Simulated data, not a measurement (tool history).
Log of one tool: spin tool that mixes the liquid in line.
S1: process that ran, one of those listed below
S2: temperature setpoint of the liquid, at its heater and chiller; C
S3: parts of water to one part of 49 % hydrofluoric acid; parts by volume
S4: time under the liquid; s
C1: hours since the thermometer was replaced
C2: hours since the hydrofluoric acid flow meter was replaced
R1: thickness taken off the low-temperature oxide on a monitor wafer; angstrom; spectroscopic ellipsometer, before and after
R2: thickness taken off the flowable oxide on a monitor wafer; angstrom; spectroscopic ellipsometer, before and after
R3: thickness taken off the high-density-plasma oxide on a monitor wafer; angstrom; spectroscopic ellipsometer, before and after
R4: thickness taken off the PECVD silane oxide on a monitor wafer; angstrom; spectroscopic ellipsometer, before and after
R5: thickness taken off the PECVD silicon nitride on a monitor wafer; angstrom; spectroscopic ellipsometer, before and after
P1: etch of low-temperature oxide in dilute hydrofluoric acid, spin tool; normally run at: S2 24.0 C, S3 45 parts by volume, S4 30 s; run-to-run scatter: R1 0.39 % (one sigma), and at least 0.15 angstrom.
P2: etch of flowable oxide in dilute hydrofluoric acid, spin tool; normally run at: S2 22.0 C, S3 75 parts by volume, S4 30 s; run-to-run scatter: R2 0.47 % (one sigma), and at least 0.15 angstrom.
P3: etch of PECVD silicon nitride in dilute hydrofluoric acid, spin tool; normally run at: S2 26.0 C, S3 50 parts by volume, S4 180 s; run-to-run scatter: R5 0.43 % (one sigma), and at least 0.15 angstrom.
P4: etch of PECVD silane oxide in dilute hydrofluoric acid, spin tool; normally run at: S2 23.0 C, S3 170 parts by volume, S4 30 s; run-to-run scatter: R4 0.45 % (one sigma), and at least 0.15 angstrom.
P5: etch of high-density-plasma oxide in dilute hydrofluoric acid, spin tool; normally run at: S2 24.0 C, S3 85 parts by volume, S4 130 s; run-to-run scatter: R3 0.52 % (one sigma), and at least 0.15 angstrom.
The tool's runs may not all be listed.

Run 1, hour 7.5: S1 P1, S2 24.0 C, S3 45 parts by volume, S4 30 s; C1 568.6; C2 1219.9. Result: R1 212.89 angstrom.
Run 2, hour 14.7: S1 P1, S2 24.0 C, S3 45 parts by volume, S4 65 s; C1 575.8; C2 1227.1. Result: R1 462.21 angstrom.
Run 3, hour 20.5: S1 P2, S2 22.0 C, S3 75 parts by volume, S4 15 s; C1 581.6; C2 1232.9. Result: R2 84.902 angstrom.
Run 4, hour 32.9: S1 P5, S2 24.0 C, S3 85 parts by volume, S4 245 s; C1 594.0; C2 1245.3. Result: R3 195.030 angstrom.
Run 5, hour 41.0: S1 P1, S2 24.0 C, S3 45 parts by volume, S4 30 s; C1 602.1; C2 1253.4. Result: R1 213.41 angstrom.
Run 6, hour 46.6: S1 P1, S2 24.0 C, S3 20 parts by volume, S4 30 s; C1 607.7; C2 1259.0. Result: R1 494.92 angstrom.
Run 7, hour 54.4: S1 P5, S2 24.0 C, S3 85 parts by volume, S4 130 s; C1 615.5; C2 1266.8. Result: R3 104.500 angstrom.
Run 8, hour 61.3: S1 P4, S2 23.0 C, S3 170 parts by volume, S4 55 s; C1 622.4; C2 1273.7. Result: R4 116.180 angstrom.
Run 9, hour 72.9: S1 P1, S2 17.0 C, S3 45 parts by volume, S4 30 s; C1 634.0; C2 1285.3. Result: R1 159.10 angstrom.
Run 10, hour 81.2: S1 P1, S2 24.0 C, S3 45 parts by volume, S4 30 s; C1 642.3; C2 1293.6. Result: R1 214.58 angstrom.
Run 11, hour 91.4: S1 P1, S2 24.0 C, S3 60 parts by volume, S4 30 s; C1 652.5; C2 1303.8. Result: R1 157.50 angstrom.
Run 12, hour 103.8: S1 P1, S2 29.5 C, S3 45 parts by volume, S4 30 s; C1 664.9; C2 1316.2. Result: R1 265.42 angstrom.
Run 13, hour 116.5: S1 P4, S2 17.5 C, S3 170 parts by volume, S4 30 s; C1 677.6; C2 1328.9. Result: R4 51.453 angstrom.
Run 14, hour 122.9: S1 P4, S2 23.0 C, S3 170 parts by volume, S4 30 s; C1 684.0; C2 1335.3. Result: R4 63.248 angstrom.
Run 15, hour 130.5: S1 P3, S2 26.0 C, S3 50 parts by volume, S4 180 s; C1 691.6; C2 1342.9. Result: R5 70.9640 angstrom.
Run 16, hour 137.4: S1 P1, S2 24.0 C, S3 45 parts by volume, S4 30 s; C1 698.5; C2 1349.8. Result: R1 212.28 angstrom.
Run 17, hour 148.6: S1 P1, S2 20.0 C, S3 45 parts by volume, S4 15 s; C1 709.7; C2 1361.0. Result: R1 89.99 angstrom.
Run 18, hour 155.2: S1 P5, S2 24.0 C, S3 85 parts by volume, S4 130 s; C1 716.3; C2 1367.6. Result: R3 104.680 angstrom.
Run 19, hour 161.6: S1 P2, S2 18.0 C, S3 75 parts by volume, S4 30 s; C1 722.7; C2 1374.0. Result: R2 140.990 angstrom.
Run 20, hour 174.1: S1 P2, S2 22.0 C, S3 20 parts by volume, S4 30 s; C1 735.2; C2 1386.5. Result: R2 673.110 angstrom.
Run 21, hour 183.9: S1 P2, S2 22.0 C, S3 75 parts by volume, S4 30 s; C1 745.0; C2 1396.3. Result: R2 168.400 angstrom.
Run 22, hour 191.9: S1 P4, S2 23.0 C, S3 170 parts by volume, S4 30 s; C1 753.0; C2 1404.3. Result: R4 64.202 angstrom.
Run 23, hour 204.0: S1 P5, S2 24.0 C, S3 45 parts by volume, S4 130 s; C1 765.1; C2 1416.4. Result: R3 206.190 angstrom.
Run 24, hour 216.1: S1 P1, S2 32.0 C, S3 25 parts by volume, S4 30 s; C1 777.2; C2 1428.5. Result: R1 548.70 angstrom.
Run 25, hour 222.8: S1 P1, S2 24.0 C, S3 45 parts by volume, S4 15 s; C1 783.9; C2 1435.2. Result: R1 107.01 angstrom.
Run 26, hour 228.6: S1 P3, S2 26.0 C, S3 20 parts by volume, S4 180 s; C1 789.7; C2 1441.0. Result: R5 171.8900 angstrom.
Run 27, hour 240.2: S1 P2, S2 22.0 C, S3 75 parts by volume, S4 30 s; C1 801.3; C2 1452.6. Result: R2 168.890 angstrom.
Run 28, hour 249.9: S1 P3, S2 26.0 C, S3 50 parts by volume, S4 180 s; C1 811.0; C2 1462.3. Result: R5 70.9010 angstrom.
Run 29, hour 261.5: S1 P3, S2 33.0 C, S3 50 parts by volume, S4 180 s; C1 822.6; C2 1473.9. Result: R5 111.8500 angstrom.
Run 30, hour 269.6: S1 P3, S2 26.0 C, S3 50 parts by volume, S4 15 s; C1 830.7; C2 1482.0. Result: R5 5.8837 angstrom.
Run 31, hour 276.6: S1 P1, S2 24.0 C, S3 45 parts by volume, S4 30 s; C1 837.7; C2 1489.0. Result: R1 213.66 angstrom.
Run 32, hour 285.4: S1 P5, S2 17.0 C, S3 85 parts by volume, S4 130 s; C1 846.5; C2 1497.8. Result: R3 77.885 angstrom.
Run 33, hour 297.8: S1 P1, S2 24.0 C, S3 45 parts by volume, S4 30 s; C1 858.9; C2 1510.2. Result: R1 213.85 angstrom.
Run 34, hour 309.1: S1 P4, S2 23.0 C, S3 250 parts by volume, S4 30 s; C1 870.2; C2 1521.5. Result: R4 39.689 angstrom.
Run 35, hour 319.2: S1 P1, S2 24.0 C, S3 45 parts by volume, S4 30 s; C1 880.3; C2 1531.6. Result: R1 212.56 angstrom.
Run 36, hour 325.9: S1 P1, S2 24.0 C, S3 45 parts by volume, S4 30 s; C1 887.0; C2 1538.3. Result: R1 218.14 angstrom.
Run 37, hour 335.8: S1 P1, S2 24.0 C, S3 45 parts by volume, S4 30 s; C1 896.9; C2 1548.2. Result: R1 224.91 angstrom.
Run 38, hour 344.6: S1 P1, S2 24.0 C, S3 45 parts by volume, S4 30 s; C1 905.7; C2 1557.0. Result: R1 225.70 angstrom.
Run 39, hour 350.2: S1 P1, S2 24.0 C, S3 45 parts by volume, S4 30 s; C1 911.3; C2 1562.6. Result: R1 227.74 angstrom.

Run 40 comes next. What will it give?
Run 40, hour 357.1: S1 P1, S2 24.0 C, S3 45 parts by volume, S4 30 s; C1 918.2; C2 1569.5. Result: R1 ?.

R1: 229.62 angstrom
